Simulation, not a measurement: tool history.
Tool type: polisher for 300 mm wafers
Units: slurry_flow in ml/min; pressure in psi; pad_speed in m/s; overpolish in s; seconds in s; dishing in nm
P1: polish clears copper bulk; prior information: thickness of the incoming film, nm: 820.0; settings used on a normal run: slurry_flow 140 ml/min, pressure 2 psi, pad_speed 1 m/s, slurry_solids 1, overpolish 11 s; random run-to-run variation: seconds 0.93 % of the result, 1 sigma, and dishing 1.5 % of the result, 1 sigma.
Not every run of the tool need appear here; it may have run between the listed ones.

run,hour,slurry_flow,pressure,pad_speed,slurry_solids,overpolish,wafers polished on this pad,hours since the slurry nozzle was cleaned,hours since the head pressure was calibrated,hours since the slurry blender was calibrated,seconds,dishing
1,8.6,140,2,1,1,11,669,205.9,227.6,119.8,121.03,45.279
2,14.1,140,2,1,1.3,11,729,211.4,233.1,125.3,114.76,45.952
3,21.3,140,2,1,1,11,807,218.6,240.3,132.5,120.77,45.68
4,28.9,140,2,1,0.55,5,890,226.2,247.9,140.1,133.15,21.888
5,35.2,140,2,1,1,11,959,232.5,254.2,146.4,120.17,46.434
6,41.6,85,2,1,1,11,1028,238.9,260.6,152.8,135.54,41.979
7,46.6,140,2,1,1,3,1083,243.9,265.6,157.8,118.79,15.463
8,52.5,140,3.1,1,1,11,1147,249.8,271.5,163.7,77.675,65.587
9,58.7,140,2,1,1,11,1214,256,277.7,169.9,119.63,46.005
10,64.2,190,2,1,1,11,1274,261.5,283.2,175.4,114.87,47.759
11,70.2,140,2,1.52,1,11,1339,267.5,289.2,181.4,80.082,61.38
12,79,140,2,1,0.65,11,1435,276.3,298,190.2,131.23,43.257
13,87.3,140,2,0.54,1,11,1525,284.6,306.3,198.5,220.69,28.367
14,94.2,140,2,1,1,19,1600,291.5,313.2,205.4,120.5,63.21
15,102.6,140,0.9,1,1,11,1692,299.9,321.6,213.8,266.75,22.63
16,111.2,140,2,1,1,11,1785,308.5,330.2,222.4,119.59,46.931
17,115.1,140,2,1,1,11,1828,312.4,334.1,226.3,124.37,43.964
18,120.2,140,2,1,1,11,1883,317.5,339.2,231.4,127.8,44.969
19,129,140,2,1,1,11,1979,326.3,348,240.2,128.8,43.484
# hour 133.6: slurry blender recalibrated
# hour 136.7: head pressure recalibrated
20,137.8,140,2,1,1,11,2074,335.1,1.1,4.3,132.28,43.917
21,145.3,140,2,1,1,11,2156,342.6,8.6,11.8,131.04,42.283
22,151.1,140,2,1,1,11,2219,348.4,14.4,17.6,131.61,44.209

Compared with where it was, what P1 gives has crept away. Each cause listed below fits the log as well as the rest, at the size given for it:
A: slurry flow missing at the pad, % = 33.5
B: removal rate lost through wear of the pad, % = 8.68
Onset of the creep was near hour 111.2.
All other causes, with the reason each is excluded:
head's pressure below its setpoint, %: serviced at hour 136.7, after the change had begun; the process did not return to its earlier output
abrasive missing from the slurry, %: serviced at hour 133.6, after the change had begun; the process did not return to its earlier output

4 check runs are offered, each on 2 wafers whose results are averaged, their results left as question marks. Which one tells the causes apart?
check 1,156.9,140,2,0.64,1,11,,,,,?,?
check 2,156.9,85,2,1,0.75,11,,,,,?,?
check 3,156.9,140,0.9,1,1,11,,,,,?,?
check 4,156.9,140,2,1,0.8,3,,,,,?,?

What each check would give under each cause:
check,result,if A,if B
check 1,seconds,206.12,206.13
check 1,dishing,30.322,30.321
check 2,seconds,165.27,157.38
check 2,dishing,36.173,37.566
check 3,seconds,293.15,293.16
check 3,dishing,21.275,21.274
check 4,seconds,138.29,138.29
check 4,dishing,13.757,13.756
Gap, in per cent, between the two causes that each check separates least, read from the result that separates them most: check 1 0 %; check 2 4.89 %; check 3 0 %; check 4 0 %
The causes can be told apart only by check 2. The other checks would give nearly the same results under each of them.

The results of check 2 are: seconds 157.5 s; dishing 37.212 nm. Based on these, which of the listed causes is it?

The correct cause is B, namely: removal rate lost through wear of the pad, %.

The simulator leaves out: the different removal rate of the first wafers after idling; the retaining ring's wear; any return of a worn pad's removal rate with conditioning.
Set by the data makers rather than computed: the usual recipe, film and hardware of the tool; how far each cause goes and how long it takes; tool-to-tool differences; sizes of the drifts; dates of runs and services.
